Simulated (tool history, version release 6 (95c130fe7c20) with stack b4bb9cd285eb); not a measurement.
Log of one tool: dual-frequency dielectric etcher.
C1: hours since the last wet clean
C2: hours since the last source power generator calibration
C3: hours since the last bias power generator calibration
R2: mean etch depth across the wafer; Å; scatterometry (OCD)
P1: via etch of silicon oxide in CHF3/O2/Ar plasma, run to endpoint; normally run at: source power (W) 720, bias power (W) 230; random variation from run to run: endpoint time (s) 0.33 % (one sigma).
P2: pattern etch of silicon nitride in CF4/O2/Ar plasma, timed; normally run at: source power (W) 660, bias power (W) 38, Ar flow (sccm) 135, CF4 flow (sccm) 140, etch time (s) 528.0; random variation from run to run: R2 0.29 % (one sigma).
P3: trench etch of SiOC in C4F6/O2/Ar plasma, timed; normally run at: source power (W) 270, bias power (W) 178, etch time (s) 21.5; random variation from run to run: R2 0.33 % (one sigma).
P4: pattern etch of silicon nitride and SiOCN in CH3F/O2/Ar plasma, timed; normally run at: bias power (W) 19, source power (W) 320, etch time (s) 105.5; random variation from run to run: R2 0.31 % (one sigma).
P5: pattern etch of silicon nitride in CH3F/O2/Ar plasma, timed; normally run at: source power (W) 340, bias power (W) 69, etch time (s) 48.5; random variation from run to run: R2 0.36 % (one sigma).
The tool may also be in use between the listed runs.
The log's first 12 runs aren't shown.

run 13 hour=68.5 | process_that_ran=P2 source_power_(W)=660 bias_power_(W)=38 etch_time_(s)=528.0 Ar_flow_(sccm)=135 CF4_flow_(sccm)=84 | C1=440.5 C2=993.3 C3=1491.9 | R2=10871.000
run 14 hour=72.9 | process_that_ran=P2 source_power_(W)=500 bias_power_(W)=38 etch_time_(s)=528.0 Ar_flow_(sccm)=135 CF4_flow_(sccm)=140 | C1=444.9 C2=997.7 C3=1496.3 | R2=9211.600
run 15 hour=77.4 | process_that_ran=P1 source_power_(W)=720 bias_power_(W)=230 | C1=449.4 C2=1002.2 C3=1500.8 | endpoint_time_(s)=347.32
-- hour=79.5 source power generator calibrated
run 16 hour=84.4 | process_that_ran=P1 source_power_(W)=850 bias_power_(W)=230 | C1=456.4 C2=4.9 C3=1507.8 | endpoint_time_(s)=324.14
run 17 hour=91.9 | process_that_ran=P2 source_power_(W)=660 bias_power_(W)=38 etch_time_(s)=528.0 Ar_flow_(sccm)=135 CF4_flow_(sccm)=140 | C1=463.9 C2=12.4 C3=1515.3 | R2=11735.000
run 18 hour=98.0 | process_that_ran=P1 source_power_(W)=720 bias_power_(W)=275 | C1=470.0 C2=18.5 C3=1521.4 | endpoint_time_(s)=324.68
run 19 hour=103.4 | process_that_ran=P1 source_power_(W)=720 bias_power_(W)=177 | C1=475.4 C2=23.9 C3=1526.8 | endpoint_time_(s)=377.54
run 20 hour=109.6 | process_that_ran=P4 source_power_(W)=320 bias_power_(W)=25 etch_time_(s)=105.5 | C1=481.6 C2=30.1 C3=1533.0 | R2=140.160
run 21 hour=112.9 | process_that_ran=P1 source_power_(W)=720 bias_power_(W)=230 | C1=484.9 C2=33.4 C3=1536.3 | endpoint_time_(s)=344.66
run 22 hour=116.3 | process_that_ran=P1 source_power_(W)=600 bias_power_(W)=285 | C1=488.3 C2=36.8 C3=1539.7 | endpoint_time_(s)=342.42
run 23 hour=121.7 | process_that_ran=P2 source_power_(W)=660 bias_power_(W)=29 etch_time_(s)=528.0 Ar_flow_(sccm)=135 CF4_flow_(sccm)=140 | C1=493.7 C2=42.2 C3=1545.1 | R2=10754.000
run 24 hour=127.2 | process_that_ran=P1 source_power_(W)=720 bias_power_(W)=230 | C1=499.2 C2=47.7 C3=1550.6 | endpoint_time_(s)=344.84

The next listed run, before its measurement:
run 25 hour=134.0 | process_that_ran=P4 source_power_(W)=260 bias_power_(W)=19 etch_time_(s)=105.5 | C1=506.0 C2=54.5 C3=1557.4 | R2=?

{"run 25": {"R2": 115.72}}
